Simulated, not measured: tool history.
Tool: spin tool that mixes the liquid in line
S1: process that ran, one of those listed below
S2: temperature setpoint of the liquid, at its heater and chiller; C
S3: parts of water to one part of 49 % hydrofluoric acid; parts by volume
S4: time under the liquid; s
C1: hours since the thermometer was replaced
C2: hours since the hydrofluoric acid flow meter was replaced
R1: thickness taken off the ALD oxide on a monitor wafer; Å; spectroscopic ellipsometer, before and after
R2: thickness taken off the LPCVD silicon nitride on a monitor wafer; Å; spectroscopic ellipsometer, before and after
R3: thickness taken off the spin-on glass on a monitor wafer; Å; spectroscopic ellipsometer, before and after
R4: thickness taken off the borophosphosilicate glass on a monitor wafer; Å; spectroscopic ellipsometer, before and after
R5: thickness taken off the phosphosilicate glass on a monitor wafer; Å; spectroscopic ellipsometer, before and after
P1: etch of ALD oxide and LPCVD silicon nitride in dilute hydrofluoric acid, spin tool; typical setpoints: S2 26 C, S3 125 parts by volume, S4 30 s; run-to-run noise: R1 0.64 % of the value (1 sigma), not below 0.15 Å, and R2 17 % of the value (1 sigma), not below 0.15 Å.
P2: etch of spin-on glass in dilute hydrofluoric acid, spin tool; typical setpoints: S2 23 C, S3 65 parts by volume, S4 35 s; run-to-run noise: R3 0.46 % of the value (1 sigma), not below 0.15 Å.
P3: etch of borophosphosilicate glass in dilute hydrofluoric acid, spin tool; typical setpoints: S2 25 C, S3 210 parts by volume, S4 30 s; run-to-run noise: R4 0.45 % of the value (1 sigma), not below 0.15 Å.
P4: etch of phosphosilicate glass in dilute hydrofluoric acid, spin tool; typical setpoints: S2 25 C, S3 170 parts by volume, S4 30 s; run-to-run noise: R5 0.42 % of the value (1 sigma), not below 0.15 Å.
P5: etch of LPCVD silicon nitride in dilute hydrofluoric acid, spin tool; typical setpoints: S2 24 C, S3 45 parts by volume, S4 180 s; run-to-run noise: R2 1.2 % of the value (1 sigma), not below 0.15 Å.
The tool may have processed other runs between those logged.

run,day,S1,S2,S3,S4,C1,C2,R1,R2,R3,R4,R5
1,0.396,P1,26,125,30,335.7,196.1,46.399,1.9443,,,
2,0.725,P2,31,65,35,343.6,204,,,299.39,,
3,0.983,P5,24,45,180,349.8,210.2,,20.67,,,
4,1.2,P2,23,65,35,355,215.4,,,218.83,,
5,1.558,P2,23,40,35,363.6,224,,,364.99,,
6,1.938,P3,25,210,15,372.7,233.1,,,,26.061,
7,2.117,P4,25,270,30,377,237.4,,,,,119.59
8,2.517,P3,18.5,210,30,386.6,247,,,,40.434,
9,2.725,P5,24,75,180,391.6,252,,12.837,,,
10,2.979,P4,25,170,30,397.7,258.1,,,,,211.52
11,3.246,P1,26,65,30,404.1,264.5,97.457,2.6622,,,
12,3.467,P1,26,210,30,409.4,269.8,25.545,1.1302,,,
13,3.642,P1,26,125,15,413.6,274,23.448,0.79536,,,
14,3.979,P1,26,125,30,421.7,282.1,46.142,0.89618,,,
15,4.292,P1,18.5,125,60,429.2,289.6,68.573,1.4291,,,
16,4.579,P4,17,170,30,436.1,296.5,,,,,155.8
17,4.804,P5,32,45,180,441.5,301.9,,36.917,,,
18,5.038,P3,25,60,30,447.1,307.5,,,,215.86,
19,5.242,P4,25,170,15,452,312.4,,,,,105.67
20,5.625,P1,26,125,55,461.2,321.6,85.087,2.5564,,,
21,5.929,P5,24,45,265,468.5,328.9,,31.874,,,
22,6.283,P1,26,70,15,477,337.4,45.304,1.0404,,,
23,6.558,P5,24,45,180,483.6,344,,20.933,,,
24,6.85,P3,25,210,30,490.6,351,,,,51.502,
25,7.183,P1,26,125,30,498.6,359,46.845,1.7324,,,
26,7.425,P1,32,125,30,504.4,364.8,58.336,2.5138,,,
27,7.742,P4,25,170,30,512,372.4,,,,,211.14
28,7.979,P1,26,125,30,517.7,378.1,47.001,1.284,,,
29,8.35,P1,26,125,30,526.6,387,46.49,1.6165,,,
30,8.708,P1,26,125,30,535.2,395.6,46.581,1.3858,,,
31,8.888,P2,23,65,15,539.5,399.9,,,93.808,,
32,9.079,P1,19.5,125,30,544.1,404.5,35.778,1.1131,,,
33,9.283,P1,26,125,30,549,409.4,46.65,2.1715,,,
34,9.65,P1,26,125,30,557.8,418.2,47.209,1.0115,,,
35,10.012,P1,26,125,30,566.5,426.9,44.991,1.7076,,,
36,10.396,P1,26,125,30,575.7,436.1,44.659,1.1081,,,
37,10.65,P1,26,125,30,581.8,442.2,44.011,1.6771,,,
38,10.933,P1,26,125,30,588.6,449,43.667,1.511,,,
39,11.25,P1,26,125,30,596.2,456.6,43.464,1.2817,,,
40,11.65,P1,26,125,30,605.8,466.2,42.856,1.1871,,,
41,11.962,P1,26,125,30,613.3,473.7,43.026,1.5866,,,
42,12.333,P1,26,125,30,622.2,482.6,42.747,1.0043,,,
43,12.725,P1,26,125,30,631.6,492,42.832,1.5038,,,
44,13.058,P1,26,125,30,639.6,500,42.322,1.417,,,
45,13.35,P1,26,125,30,646.6,507,42.858,1.9245,,,

Compared with where it was, what P1 gives has crept away. Each cause listed below fits the log as well as the rest, at the size given for it:
A: hydrofluoric acid flow below the setpoint (%) = 7.34
B: liquid colder than its thermometer reads (K) = 2.29
Creep in the process output first set in at about day 9.65.

Consider the 4 check runs below, whose results appear as question marks and each of which averages 2 wafers. Which one distinguishes the causes, in that each cause would give it a clearly different result?
check 1,13.642,P5,28.5,45,250,,,,?,,,
check 2,13.642,P3,21,120,30,,,,,,?,
check 3,13.642,P2,30.5,65,35,,,,,?,,
check 4,13.642,P4,18,170,15,,,,,,,?

What every check run would give for each of its results, assuming each possible cause in turn:
check,result,if A,if B
check 1,R2,37.334,34.6
check 2,R4,78.381,77.894
check 3,R3,270.41,269.04
check 4,R5,73.783,73.505
Separation of the two closest causes in each check, using whichever result separates them best: check 1 7.61 %; check 2 0.62 %; check 3 0.5 %; check 4 0.38 %
The causes can be told apart only by check 1. The other checks would give nearly the same results under each of them.

Running check 1 produced the following: R2 34.59 Å. Which one of the listed causes fits?

The cause is B: liquid colder than its thermometer reads (K).
